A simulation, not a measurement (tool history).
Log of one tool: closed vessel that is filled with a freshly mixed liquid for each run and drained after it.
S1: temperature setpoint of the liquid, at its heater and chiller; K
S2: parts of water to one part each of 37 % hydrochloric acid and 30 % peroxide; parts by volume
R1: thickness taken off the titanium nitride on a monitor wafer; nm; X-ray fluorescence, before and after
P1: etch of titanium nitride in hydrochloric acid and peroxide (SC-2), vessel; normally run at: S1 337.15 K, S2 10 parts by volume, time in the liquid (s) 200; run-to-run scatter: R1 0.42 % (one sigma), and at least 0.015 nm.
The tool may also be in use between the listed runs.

{"run": 1, "hour": 8.7, "S1": 337.15, "S2": 10, "time in the liquid (s)": 200, "R1": 10.252}
{"run": 2, "hour": 16.9, "S1": 337.15, "S2": 10, "time in the liquid (s)": 30, "R1": 1.52}
{"run": 3, "hour": 34.2, "S1": 337.15, "S2": 10, "time in the liquid (s)": 200, "R1": 10.283}
{"run": 4, "hour": 50.5, "S1": 337.15, "S2": 16.5, "time in the liquid (s)": 200, "R1": 6.6762}
{"run": 5, "hour": 64.3, "S1": 337.15, "S2": 10, "time in the liquid (s)": 385, "R1": 19.793}
{"run": 6, "hour": 80.1, "S1": 337.15, "S2": 10, "time in the liquid (s)": 200, "R1": 10.249}
{"hour": 94.6, "done": "chemicals flow meter replaced"}
{"run": 7, "hour": 95.9, "S1": 337.15, "S2": 10, "time in the liquid (s)": 200, "R1": 10.252}
{"run": 8, "hour": 105.6, "S1": 345.15, "S2": 6, "time in the liquid (s)": 200, "R1": 24.745}
{"run": 9, "hour": 117.1, "S1": 337.15, "S2": 4, "time in the liquid (s)": 200, "R1": 20.494}
{"run": 10, "hour": 132.6, "S1": 337.15, "S2": 10, "time in the liquid (s)": 200, "R1": 10.323}
{"run": 11, "hour": 147.5, "S1": 345.15, "S2": 10, "time in the liquid (s)": 200, "R1": 16.468}
{"run": 12, "hour": 157.3, "S1": 337.15, "S2": 10, "time in the liquid (s)": 200, "R1": 10.249}
{"run": 13, "hour": 166.0, "S1": 345.15, "S2": 10, "time in the liquid (s)": 60, "R1": 4.9889}
{"run": 14, "hour": 178.7, "S1": 321.15, "S2": 10, "time in the liquid (s)": 200, "R1": 3.622}
{"run": 15, "hour": 186.7, "S1": 337.15, "S2": 10, "time in the liquid (s)": 200, "R1": 10.244}
{"run": 16, "hour": 203.7, "S1": 337.15, "S2": 10, "time in the liquid (s)": 200, "R1": 10.553}
{"run": 17, "hour": 214.8, "S1": 337.15, "S2": 10, "time in the liquid (s)": 200, "R1": 10.702}
{"run": 18, "hour": 231.7, "S1": 337.15, "S2": 10, "time in the liquid (s)": 200, "R1": 10.903}
{"run": 19, "hour": 242.5, "S1": 337.15, "S2": 10, "time in the liquid (s)": 200, "R1": 10.991}
{"run": 20, "hour": 258.7, "S1": 337.15, "S2": 10, "time in the liquid (s)": 200, "R1": 11.183}
{"run": 21, "hour": 269.2, "S1": 337.15, "S2": 10, "time in the liquid (s)": 200, "R1": 11.082}
{"run": 22, "hour": 284.4, "S1": 337.15, "S2": 10, "time in the liquid (s)": 200, "R1": 11.189}
{"run": 23, "hour": 300.7, "S1": 337.15, "S2": 10, "time in the liquid (s)": 200, "R1": 11.111}
{"run": 24, "hour": 318.2, "S1": 337.15, "S2": 10, "time in the liquid (s)": 200, "R1": 11.109}
{"run": 25, "hour": 326.1, "S1": 337.15, "S2": 10, "time in the liquid (s)": 200, "R1": 11.172}

What P1 gives has crept away from where it was. These 2 causes fit the log equally well, each at the size given:
A: liquid hotter than its thermometer reads (K) = 1.42
B: chemicals flow above the setpoint (%) = 11
The creep began at about hour 186.7.
Why every other cause is out:
peroxide weaker than its label (%): at most 8, which would move R1 by -7.4 %: too little, or the wrong way

4 check runs are offered, each on 2 wafers whose results are averaged, their results left as question marks. Which one tells the causes apart?
{"run": "check 1", "hour": 334.0, "S1": 337.15, "S2": 16, "time in the liquid (s)": 385, "R1": "?"}
{"run": "check 2", "hour": 334.0, "S1": 326.15, "S2": 4, "time in the liquid (s)": 200, "R1": "?"}
{"run": "check 3", "hour": 334.0, "S1": 345.15, "S2": 10, "time in the liquid (s)": 115, "R1": "?"}
{"run": "check 4", "hour": 334.0, "S1": 325.15, "S2": 10, "time in the liquid (s)": 70, "R1": "?"}

What each check would give under each cause:
check=check_1 result=R1 if_A=14.347 if_B=14.428
check=check_2 result=R1 if_A=11.208 if_B=10.94
check=check_3 result=R1 if_A=10.334 if_B=10.37
check=check_4 result=R1 if_A=1.8378 if_B=1.8252
How far apart the two closest causes lie, in the result that separates them most: check 1 0.56 %; check 2 2.43 %; check 3 0.35 %; check 4 0.69 %
Check 2 tells the causes apart: in the others they would give nearly the same result.

Then check 2 was run and gave: R1 11.222 nm. Which cause is it?

It is A: liquid hotter than its thermometer reads (K).

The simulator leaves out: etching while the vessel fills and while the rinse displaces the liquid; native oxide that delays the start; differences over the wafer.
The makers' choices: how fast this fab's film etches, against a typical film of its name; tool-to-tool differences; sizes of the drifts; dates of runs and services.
